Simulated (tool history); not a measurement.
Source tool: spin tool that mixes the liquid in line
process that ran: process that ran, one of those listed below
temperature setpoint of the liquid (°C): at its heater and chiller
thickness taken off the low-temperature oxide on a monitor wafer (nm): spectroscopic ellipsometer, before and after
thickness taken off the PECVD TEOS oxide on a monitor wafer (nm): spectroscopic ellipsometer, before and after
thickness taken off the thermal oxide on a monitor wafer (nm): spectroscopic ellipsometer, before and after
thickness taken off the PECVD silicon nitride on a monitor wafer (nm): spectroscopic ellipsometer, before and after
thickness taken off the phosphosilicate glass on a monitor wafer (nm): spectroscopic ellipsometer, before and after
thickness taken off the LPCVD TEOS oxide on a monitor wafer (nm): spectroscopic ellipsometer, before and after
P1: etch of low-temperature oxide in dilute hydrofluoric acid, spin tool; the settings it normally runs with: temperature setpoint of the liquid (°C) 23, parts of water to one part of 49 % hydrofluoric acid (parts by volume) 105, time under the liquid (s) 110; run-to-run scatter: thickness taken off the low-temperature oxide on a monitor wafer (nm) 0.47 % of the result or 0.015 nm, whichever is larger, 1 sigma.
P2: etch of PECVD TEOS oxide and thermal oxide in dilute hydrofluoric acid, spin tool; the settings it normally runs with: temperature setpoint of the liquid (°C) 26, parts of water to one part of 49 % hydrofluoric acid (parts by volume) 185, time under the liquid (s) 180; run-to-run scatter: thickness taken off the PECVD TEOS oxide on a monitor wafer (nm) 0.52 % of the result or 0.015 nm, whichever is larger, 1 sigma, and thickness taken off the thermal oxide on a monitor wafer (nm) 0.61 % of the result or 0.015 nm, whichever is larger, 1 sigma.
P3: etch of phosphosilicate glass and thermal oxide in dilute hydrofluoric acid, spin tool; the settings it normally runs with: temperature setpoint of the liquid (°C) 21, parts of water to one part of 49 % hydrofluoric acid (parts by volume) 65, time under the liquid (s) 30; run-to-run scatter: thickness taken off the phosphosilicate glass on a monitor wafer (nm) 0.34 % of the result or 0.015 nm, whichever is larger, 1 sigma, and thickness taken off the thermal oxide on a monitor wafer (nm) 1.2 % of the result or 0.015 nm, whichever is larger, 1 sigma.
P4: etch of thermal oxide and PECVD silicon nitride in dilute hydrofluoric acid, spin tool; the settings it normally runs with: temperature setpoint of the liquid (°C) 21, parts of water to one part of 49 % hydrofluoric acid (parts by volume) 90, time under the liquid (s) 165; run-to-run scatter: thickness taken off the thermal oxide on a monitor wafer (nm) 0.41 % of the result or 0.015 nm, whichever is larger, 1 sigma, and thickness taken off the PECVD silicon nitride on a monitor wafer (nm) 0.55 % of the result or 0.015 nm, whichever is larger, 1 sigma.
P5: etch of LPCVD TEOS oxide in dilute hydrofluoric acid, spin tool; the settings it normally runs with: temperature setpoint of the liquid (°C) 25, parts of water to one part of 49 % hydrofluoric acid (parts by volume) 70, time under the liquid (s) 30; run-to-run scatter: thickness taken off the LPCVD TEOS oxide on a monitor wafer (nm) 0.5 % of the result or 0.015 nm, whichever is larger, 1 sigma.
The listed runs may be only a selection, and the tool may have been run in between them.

run	hour	process that ran	temperature setpoint of the liquid (°C)	parts of water to one part of 49 % hydrofluoric acid (parts by volume)	time under the liquid (s)	hours since the thermometer was replaced	hours since the hydrofluoric acid flow meter was replaced	thickness taken off the low-temperature oxide on a monitor wafer (nm)	thickness taken off the PECVD TEOS oxide on a monitor wafer (nm)	thickness taken off the thermal oxide on a monitor wafer (nm)	thickness taken off the PECVD silicon nitride on a monitor wafer (nm)	thickness taken off the phosphosilicate glass on a monitor wafer (nm)	thickness taken off the LPCVD TEOS oxide on a monitor wafer (nm)
1	4.5	P1	23	105	110	550.3	876	25.523					
2	11.4	P2	26	185	180	557.2	882.9		21.122	4.435			
3	16.8	P1	23	105	110	562.6	888.3	25.719					
4	24.8	P4	21	90	165	570.6	896.3			7.3874	6.3541		
5	30.1	P4	21	90	15	575.9	901.6			0.65868	0.61862		
6	35	P3	21	65	30	580.8	906.5			1.9128		46.524	
7	41.5	P5	25	70	15	587.3	913						7.9903
8	48.4	P4	21	30	165	594.2	919.9			23.942	18.587		
9	54.7	P3	21	35	30	600.5	926.2			3.6803		89.869	
10	60.4	P1	23	105	110	606.2	931.9	25.413					
11	64.9	P1	23	105	110	610.7	936.4	25.354					
12	70	P3	17	65	30	615.8	941.5			1.6375		39.28	
13	76.6	P1	27.5	105	110	622.4	948.1	30.293					
14	85.9	P3	21	65	15	631.7	957.4			0.98363		23.145	
15	94.2	P1	23	105	25	640	965.7	5.813					
16	98.3	P4	21	90	165	644.1	969.8			7.4958	6.4258		
17	104.3	P1	23	25	110	650.1	975.8	117.99					
18	110.4	P1	18.5	70	110	656.2	981.9	33.061					
19	115.3	P5	25	70	30	661.1	986.8						16.067
20	121.6	P4	17	90	165	667.4	993.1			6.335	4.8699		
# hour 124.8: hydrofluoric acid flow meter replaced
21	129.2	P1	23	105	110	675	4.5	25.34					
22	134.4	P2	26	185	180	680.2	9.7		21.093	4.4239			
23	142.2	P5	29	70	30	688	17.5						18.627
24	147.2	P5	25	70	30	693	22.5						15.967
25	154	P2	20.5	185	180	699.8	29.3		17.168	3.6136			
26	162.3	P2	26	185	15	708.1	37.6		1.7472	0.37134			
27	170.3	P5	25	40	30	716.1	45.6						29.306
28	177	P1	23	185	15	722.8	52.3	1.7785					
29	186	P1	23	160	110	731.8	61.3	15.611					
30	194.3	P1	17	105	110	740.1	69.6	19.906					
31	202.7	P1	23	105	195	748.5	78	45.14					
32	212	P2	26	325	180	757.8	87.3		10.332	2.1776			

Run 33 has not been measured yet. What should we expect?
33	219.6	P1	23	105	110	765.4	94.9	?					

{"run 33": {"thickness taken off the low-temperature oxide on a monitor wafer (nm)": 25.465}}

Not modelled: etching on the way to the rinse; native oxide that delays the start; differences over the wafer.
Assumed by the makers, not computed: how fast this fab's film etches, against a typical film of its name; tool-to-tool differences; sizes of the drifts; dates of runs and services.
